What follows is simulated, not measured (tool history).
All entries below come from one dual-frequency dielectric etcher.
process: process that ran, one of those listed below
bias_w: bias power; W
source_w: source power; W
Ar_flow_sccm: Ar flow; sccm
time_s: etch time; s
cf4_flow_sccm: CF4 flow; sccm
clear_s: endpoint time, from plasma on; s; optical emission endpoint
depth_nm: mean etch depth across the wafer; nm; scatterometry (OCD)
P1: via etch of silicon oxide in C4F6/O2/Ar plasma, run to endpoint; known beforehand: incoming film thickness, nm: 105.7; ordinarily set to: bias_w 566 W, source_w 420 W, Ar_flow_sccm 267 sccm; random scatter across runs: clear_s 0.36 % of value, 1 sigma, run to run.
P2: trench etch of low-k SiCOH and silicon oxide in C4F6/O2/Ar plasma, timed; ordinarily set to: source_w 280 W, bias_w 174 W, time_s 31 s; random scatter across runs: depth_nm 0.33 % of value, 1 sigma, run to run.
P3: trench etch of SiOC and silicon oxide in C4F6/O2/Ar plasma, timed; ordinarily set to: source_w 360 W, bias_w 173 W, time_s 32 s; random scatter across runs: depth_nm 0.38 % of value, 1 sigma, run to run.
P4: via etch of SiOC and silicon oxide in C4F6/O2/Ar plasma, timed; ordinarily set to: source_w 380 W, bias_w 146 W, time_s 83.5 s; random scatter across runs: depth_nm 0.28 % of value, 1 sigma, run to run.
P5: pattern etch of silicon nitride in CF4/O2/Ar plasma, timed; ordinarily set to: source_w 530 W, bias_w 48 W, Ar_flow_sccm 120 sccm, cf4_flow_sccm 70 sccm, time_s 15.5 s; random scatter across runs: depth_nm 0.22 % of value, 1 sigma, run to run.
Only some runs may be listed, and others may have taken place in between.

Run 1, hour 7.8: process P1, bias_w 566 W, source_w 420 W, Ar_flow_sccm 267 sccm. Result: clear_s 21.748 s.
Run 2, hour 13.6: process P1, bias_w 566 W, source_w 420 W, Ar_flow_sccm 267 sccm. Result: clear_s 21.728 s.
Run 3, hour 21.8: process P1, bias_w 566 W, source_w 420 W, Ar_flow_sccm 267 sccm. Result: clear_s 21.839 s.
Run 4, hour 32.3: process P1, bias_w 566 W, source_w 420 W, Ar_flow_sccm 210 sccm. Result: clear_s 21.226 s.
Run 5, hour 43.9: process P1, bias_w 760 W, source_w 420 W, Ar_flow_sccm 333 sccm. Result: clear_s 19.875 s.
Run 6, hour 53: process P4, bias_w 146 W, source_w 380 W, time_s 117 s. Result: depth_nm 120.9 nm.
Run 7, hour 65.8: process P4, bias_w 146 W, source_w 380 W, time_s 83.5 s. Result: depth_nm 85.996 nm.
Run 8, hour 71.6: process P4, bias_w 146 W, source_w 490 W, time_s 83.5 s. Result: depth_nm 95.11 nm.
Run 9, hour 79.6: process P1, bias_w 566 W, source_w 420 W, Ar_flow_sccm 267 sccm. Result: clear_s 21.756 s.
Run 10, hour 89.2: process P5, bias_w 48 W, source_w 530 W, Ar_flow_sccm 120 sccm, time_s 22 s, cf4_flow_sccm 70 sccm. Result: depth_nm 39.217 nm.
Run 11, hour 102.1: process P1, bias_w 566 W, source_w 510 W, Ar_flow_sccm 267 sccm. Result: clear_s 20.333 s.
Run 12, hour 109.9: process P5, bias_w 48 W, source_w 530 W, Ar_flow_sccm 160 sccm, time_s 15.5 s, cf4_flow_sccm 70 sccm. Result: depth_nm 26.477 nm.
Run 13, hour 116.9: process P3, bias_w 173 W, source_w 360 W, time_s 18 s. Result: depth_nm 32.627 nm.
Run 14, hour 128.6: process P2, bias_w 114 W, source_w 280 W, time_s 31 s. Result: depth_nm 72.935 nm.
Run 15, hour 141.5: process P2, bias_w 174 W, source_w 280 W, time_s 31 s. Result: depth_nm 82.922 nm.
Run 16, hour 153.2: process P3, bias_w 173 W, source_w 360 W, time_s 32 s. Result: depth_nm 57.721 nm.
Run 17, hour 162.9: process P3, bias_w 173 W, source_w 490 W, time_s 32 s. Result: depth_nm 65.063 nm.
Run 18, hour 174: process P3, bias_w 209 W, source_w 360 W, time_s 32 s. Result: depth_nm 61.138 nm.
Run 19, hour 181.8: process P5, bias_w 48 W, source_w 530 W, Ar_flow_sccm 120 sccm, time_s 15.5 s, cf4_flow_sccm 56 sccm. Result: depth_nm 26.824 nm.
Run 20, hour 188.1: process P1, bias_w 566 W, source_w 280 W, Ar_flow_sccm 267 sccm. Result: clear_s 25.192 s.
Run 21, hour 195.4: process P4, bias_w 146 W, source_w 380 W, time_s 83.5 s. Result: depth_nm 85.977 nm.
Run 22, hour 203.9: process P1, bias_w 566 W, source_w 420 W, Ar_flow_sccm 267 sccm. Result: clear_s 21.704 s.
Run 23, hour 213.3: process P1, bias_w 566 W, source_w 420 W, Ar_flow_sccm 318 sccm. Result: clear_s 22.225 s.
Run 24, hour 225.6: process P5, bias_w 31 W, source_w 530 W, Ar_flow_sccm 120 sccm, time_s 15.5 s, cf4_flow_sccm 70 sccm. Result: depth_nm 23.396 nm.
Run 25, hour 235: process P3, bias_w 173 W, source_w 360 W, time_s 32 s. Result: depth_nm 58.084 nm.
Run 26, hour 241.5: process P1, bias_w 566 W, source_w 420 W, Ar_flow_sccm 267 sccm. Result: clear_s 21.69 s.
Run 27, hour 254.2: process P5, bias_w 48 W, source_w 700 W, Ar_flow_sccm 120 sccm, time_s 15.5 s, cf4_flow_sccm 70 sccm. Result: depth_nm 35.088 nm.
Run 28, hour 266: process P1, bias_w 672 W, source_w 420 W, Ar_flow_sccm 267 sccm. Result: clear_s 20.399 s.
Run 29, hour 273.1: process P1, bias_w 346 W, source_w 420 W, Ar_flow_sccm 267 sccm. Result: clear_s 25.793 s.
Run 30, hour 283.4: process P2, bias_w 174 W, source_w 280 W, time_s 39 s. Result: depth_nm 104.59 nm.
Run 31, hour 296.5: process P2, bias_w 174 W, source_w 360 W, time_s 31 s. Result: depth_nm 90.855 nm.
Run 32, hour 308.4: process P4, bias_w 202 W, source_w 380 W, time_s 83.5 s. Result: depth_nm 95.805 nm.
Run 33, hour 317.1: process P5, bias_w 48 W, source_w 530 W, Ar_flow_sccm 120 sccm, time_s 15.5 s, cf4_flow_sccm 70 sccm. Result: depth_nm 27.708 nm.
Run 34, hour 327.2: process P1, bias_w 566 W, source_w 420 W, Ar_flow_sccm 267 sccm. Result: clear_s 21.858 s.
Run 35, hour 338: process P1, bias_w 566 W, source_w 420 W, Ar_flow_sccm 267 sccm. Result: clear_s 21.839 s.
Run 36, hour 349.7: process P1, bias_w 566 W, source_w 420 W, Ar_flow_sccm 267 sccm. Result: clear_s 21.961 s.
Run 37, hour 359.9: process P1, bias_w 566 W, source_w 420 W, Ar_flow_sccm 267 sccm. Result: clear_s 22.211 s.
At hour 361: wet clean of the chamber.
Run 38, hour 372.6: process P1, bias_w 566 W, source_w 420 W, Ar_flow_sccm 267 sccm. Result: clear_s 22.224 s.
Run 39, hour 384.5: process P1, bias_w 566 W, source_w 420 W, Ar_flow_sccm 267 sccm. Result: clear_s 22.055 s.
Run 40, hour 392.5: process P1, bias_w 566 W, source_w 420 W, Ar_flow_sccm 267 sccm. Result: clear_s 22.081 s.

P1 no longer gives what it gave before; its output has crept away from where it was. The following 2 causes, each at its listed size, fit the log equally well:
A: source power that arrives under what is set, % = 4.74
B: bias power that arrives under what is set, % = 4.6
The drift started at roughly hour 327.2.
All other causes, with the reason each is excluded:
chamber walls in a state that lowers the etch rate, %: was serviced at hour 361, once the creep was under way, yet the earlier output never came back
Ar flow that arrives over what is set, %: at most 8, which would move clear_s by +0.9 %: too little, or the wrong way

The check runs listed below each take one wafer, and their results are still question marks. Under which run would the listed causes lead to clearly different results?
Run check 1, hour 400.5: process P5, bias_w 48 W, source_w 530 W, Ar_flow_sccm 120 sccm, time_s 15.5 s, cf4_flow_sccm 70 sccm. Result: depth_nm ?.
Run check 2, hour 400.5: process P2, bias_w 174 W, source_w 280 W, time_s 31 s. Result: depth_nm ?.
Run check 3, hour 400.5: process P3, bias_w 173 W, source_w 360 W, time_s 32 s. Result: depth_nm ?.
Run check 4, hour 400.5: process P4, bias_w 146 W, source_w 380 W, time_s 83.5 s. Result: depth_nm ?.

Predicted outcomes, by check and by cause:
  check    result    if A    if B
check 1  depth_nm  26.543  27.168
check 2  depth_nm  81.399  81.702
check 3  depth_nm  56.557  56.788
check 4  depth_nm  84.495  84.881
How far apart the two closest causes lie, in the result that separates them most: check 1 2.33 %; check 2 0.37 %; check 3 0.41 %; check 4 0.46 %
Only in check 1 would the causes give clearly different results; in the remaining checks their results would be nearly the same.

Check 1 was carried out, with these results: depth_nm 27.129 nm. Which of the listed causes is responsible?

Of the candidate causes, it is B: bias power that arrives under what is set, %.

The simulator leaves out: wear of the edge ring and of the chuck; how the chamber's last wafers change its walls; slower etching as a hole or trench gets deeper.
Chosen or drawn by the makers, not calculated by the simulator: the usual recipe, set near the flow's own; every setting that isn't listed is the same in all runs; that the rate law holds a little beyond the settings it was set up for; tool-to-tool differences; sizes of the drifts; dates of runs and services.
